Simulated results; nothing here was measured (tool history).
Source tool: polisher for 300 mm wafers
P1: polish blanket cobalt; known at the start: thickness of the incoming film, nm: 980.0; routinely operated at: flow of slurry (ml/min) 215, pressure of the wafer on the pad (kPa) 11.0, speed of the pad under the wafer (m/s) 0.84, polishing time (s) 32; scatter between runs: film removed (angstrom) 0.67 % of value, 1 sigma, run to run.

run,hour,flow of slurry (ml/min),pressure of the wafer on the pad (kPa),speed of the pad under the wafer (m/s),polishing time (s),wafers polished on this pad,hours since the slurry nozzle was cleaned,hours since the head pressure was calibrated,film removed (angstrom)
1,6.7,215,11.0,0.84,32,443,74.8,518.6,1005.00
2,14.7,215,4.8,0.84,32,526,82.8,526.6,437.92
# hour 20.6: head pressure recalibrated
3,25.5,215,16.5,0.84,32,638,93.6,4.9,1498.60
4,31.5,215,11.0,0.84,32,700,99.6,10.9,1001.00
5,39.0,215,11.0,0.84,32,778,107.1,18.4,1006.20
6,49.3,215,11.0,0.84,15,884,117.4,28.7,470.38
7,58.0,265,11.0,0.84,22,975,126.1,37.4,706.03
8,68.9,215,11.0,0.84,32,1087,137.0,48.3,1007.70
9,77.9,330,11.0,0.84,32,1181,146.0,57.3,1051.70
10,83.9,215,11.0,0.84,41,1243,152.0,63.3,1298.70
11,93.3,130,11.0,0.84,32,1340,161.4,72.7,928.91
12,106.0,215,11.0,0.38,32,1472,174.1,85.4,448.57
13,113.6,215,14.5,0.84,40,1550,181.7,93.0,1640.60
14,124.8,215,11.0,0.84,32,1666,192.9,104.2,989.49
15,136.1,215,11.0,1.28,32,1783,204.2,115.5,1521.20
16,142.9,215,11.0,0.84,32,1854,211.0,122.3,1001.10
17,149.9,215,11.0,0.84,32,1926,218.0,129.3,991.35
18,160.2,215,11.0,0.84,32,2033,228.3,139.6,986.09
19,166.3,215,11.0,0.84,32,2096,234.4,145.7,976.43
20,172.6,215,11.0,0.84,32,2161,240.7,152.0,957.10
21,179.0,215,11.0,0.84,32,2227,247.1,158.4,954.83
22,190.6,215,11.0,0.84,32,2348,258.7,170.0,954.34
23,198.6,215,11.0,0.84,32,2430,266.7,178.0,949.30
24,209.7,215,11.0,0.84,32,2545,277.8,189.1,948.47
# hour 219.4: head pressure recalibrated
25,222.6,215,11.0,0.84,32,2679,290.7,3.2,948.52
26,229.4,215,11.0,0.84,32,2749,297.5,10.0,937.11
27,242.2,215,11.0,0.84,32,2882,310.3,22.8,941.26
28,250.1,215,11.0,0.84,32,2964,318.2,30.7,934.47

P1 has crept away from where it was. The log is fitted equally well by each of these 2 causes, at the sizes shown:
A: slurry flow missing at the pad, % = 32.9
B: removal rate lost through wear of the pad, % = 5.81
The onset of the drift is placed at about hour 149.9.
Ruled out, with reasons:
head's pressure below its setpoint, %: serviced at hour 219.4, after the drift had started, without restoring the earlier output

Consider the 4 check runs below, whose results appear as question marks and each of which averages 2 wafers. Which one distinguishes the causes, in that each cause would give it a clearly different result?
check 1,258.0,215,11.0,1.26,32,,,,?
check 2,258.0,215,11.0,1.26,17,,,,?
check 3,258.0,215,6.9,0.84,17,,,,?
check 4,258.0,130,11.0,0.84,32,,,,?

Expected result of each check under each candidate cause:
check,result,if A,if B
check 1,film removed (angstrom),1411.50,1411.30
check 2,film removed (angstrom),749.87,749.75
check 3,film removed (angstrom),312.45,312.40
check 4,film removed (angstrom),839.68,869.18
Per-check spread between the two closest causes, in the result where they differ most: check 1 0.02 %; check 2 0.02 %; check 3 0.02 %; check 4 3.45 %
The causes can be told apart only by check 4. The other checks would give nearly the same results under each of them.

Running check 4 produced the following: film removed (angstrom) 841.81. Which one of the listed causes fits?

Of the candidate causes, it is A: slurry flow missing at the pad, %.
